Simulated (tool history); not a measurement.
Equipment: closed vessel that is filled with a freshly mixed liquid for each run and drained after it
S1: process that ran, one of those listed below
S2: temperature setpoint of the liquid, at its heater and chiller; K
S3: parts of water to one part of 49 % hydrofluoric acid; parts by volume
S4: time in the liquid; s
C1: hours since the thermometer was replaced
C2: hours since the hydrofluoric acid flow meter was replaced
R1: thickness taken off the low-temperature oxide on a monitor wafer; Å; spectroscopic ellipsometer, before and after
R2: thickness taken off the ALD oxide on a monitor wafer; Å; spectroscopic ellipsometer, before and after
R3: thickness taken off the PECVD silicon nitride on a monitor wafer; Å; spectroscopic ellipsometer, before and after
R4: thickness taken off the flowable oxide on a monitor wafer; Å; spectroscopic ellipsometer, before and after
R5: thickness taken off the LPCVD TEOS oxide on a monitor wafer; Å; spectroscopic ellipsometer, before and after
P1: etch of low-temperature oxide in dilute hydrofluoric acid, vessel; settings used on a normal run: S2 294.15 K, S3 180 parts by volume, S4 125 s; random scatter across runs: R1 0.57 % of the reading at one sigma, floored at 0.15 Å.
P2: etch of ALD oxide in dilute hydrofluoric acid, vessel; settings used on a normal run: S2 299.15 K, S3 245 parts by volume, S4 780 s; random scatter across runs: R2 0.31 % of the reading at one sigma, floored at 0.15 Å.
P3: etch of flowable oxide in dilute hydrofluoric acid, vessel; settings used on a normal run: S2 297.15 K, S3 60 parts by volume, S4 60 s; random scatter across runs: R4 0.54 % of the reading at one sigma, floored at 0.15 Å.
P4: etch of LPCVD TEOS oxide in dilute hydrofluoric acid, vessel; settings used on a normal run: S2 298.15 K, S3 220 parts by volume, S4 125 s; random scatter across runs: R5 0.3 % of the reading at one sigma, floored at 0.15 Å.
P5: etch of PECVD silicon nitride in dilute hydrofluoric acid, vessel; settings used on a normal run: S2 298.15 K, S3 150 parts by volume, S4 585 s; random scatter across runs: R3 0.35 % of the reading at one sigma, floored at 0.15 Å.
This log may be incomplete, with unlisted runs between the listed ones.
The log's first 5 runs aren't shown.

run 6 hour=23 | S1=P5 S2=298.15 S3=255 S4=585 | C1=562.7 C2=1270.4 | R3=69.26
run 7 hour=25.8 | S1=P4 S2=298.15 S3=100 S4=125 | C1=565.5 C2=1273.2 | R5=340.12
run 8 hour=30.1 | S1=P1 S2=294.15 S3=245 S4=210 | C1=569.8 C2=1277.5 | R1=134.46
run 9 hour=32.9 | S1=P1 S2=294.15 S3=180 S4=125 | C1=572.6 C2=1280.3 | R1=115.64
run 10 hour=36.7 | S1=P3 S2=297.15 S3=95 S4=60 | C1=576.4 C2=1284.1 | R4=340.48
run 11 hour=41.2 | S1=P1 S2=294.15 S3=250 S4=125 | C1=580.9 C2=1288.6 | R1=79.228
run 12 hour=44.6 | S1=P1 S2=294.15 S3=180 S4=125 | C1=584.3 C2=1292 | R1=116.67
run 13 hour=47.7 | S1=P1 S2=290.15 S3=180 S4=75 | C1=587.4 C2=1295.1 | R1=59.859
run 14 hour=50 | S1=P1 S2=294.15 S3=320 S4=70 | C1=589.7 C2=1297.4 | R1=32.218
run 15 hour=52.9 | S1=P1 S2=294.15 S3=180 S4=125 | C1=592.6 C2=1300.3 | R1=117.19
run 16 hour=55.2 | S1=P1 S2=294.15 S3=180 S4=125 | C1=594.9 C2=1302.6 | R1=117.2
run 17 hour=58.2 | S1=P2 S2=299.15 S3=245 S4=780 | C1=597.9 C2=1305.6 | R2=355.52
run 18 hour=62.3 | S1=P1 S2=290.15 S3=180 S4=125 | C1=602 C2=1309.7 | R1=100.14
run 19 hour=65.3 | S1=P1 S2=294.15 S3=100 S4=125 | C1=605 C2=1312.7 | R1=229
run 20 hour=68.3 | S1=P2 S2=299.15 S3=160 S4=780 | C1=608 C2=1315.7 | R2=596.13
run 21 hour=72.5 | S1=P4 S2=305.65 S3=220 S4=125 | C1=612.2 C2=1319.9 | R5=173.95
run 22 hour=74.6 | S1=P1 S2=294.15 S3=180 S4=45 | C1=614.3 C2=1322 | R1=42.094
run 23 hour=79 | S1=P3 S2=297.15 S3=60 S4=60 | C1=618.7 C2=1326.4 | R4=559.66
run 24 hour=82.4 | S1=P3 S2=290.15 S3=60 S4=60 | C1=622.1 C2=1329.8 | R4=420.95

Forecast run 25:
run 25 hour=84.4 | S1=P5 S2=298.15 S3=150 S4=170 | C1=624.1 C2=1331.8 | R3=?

R3: 34.042 Å

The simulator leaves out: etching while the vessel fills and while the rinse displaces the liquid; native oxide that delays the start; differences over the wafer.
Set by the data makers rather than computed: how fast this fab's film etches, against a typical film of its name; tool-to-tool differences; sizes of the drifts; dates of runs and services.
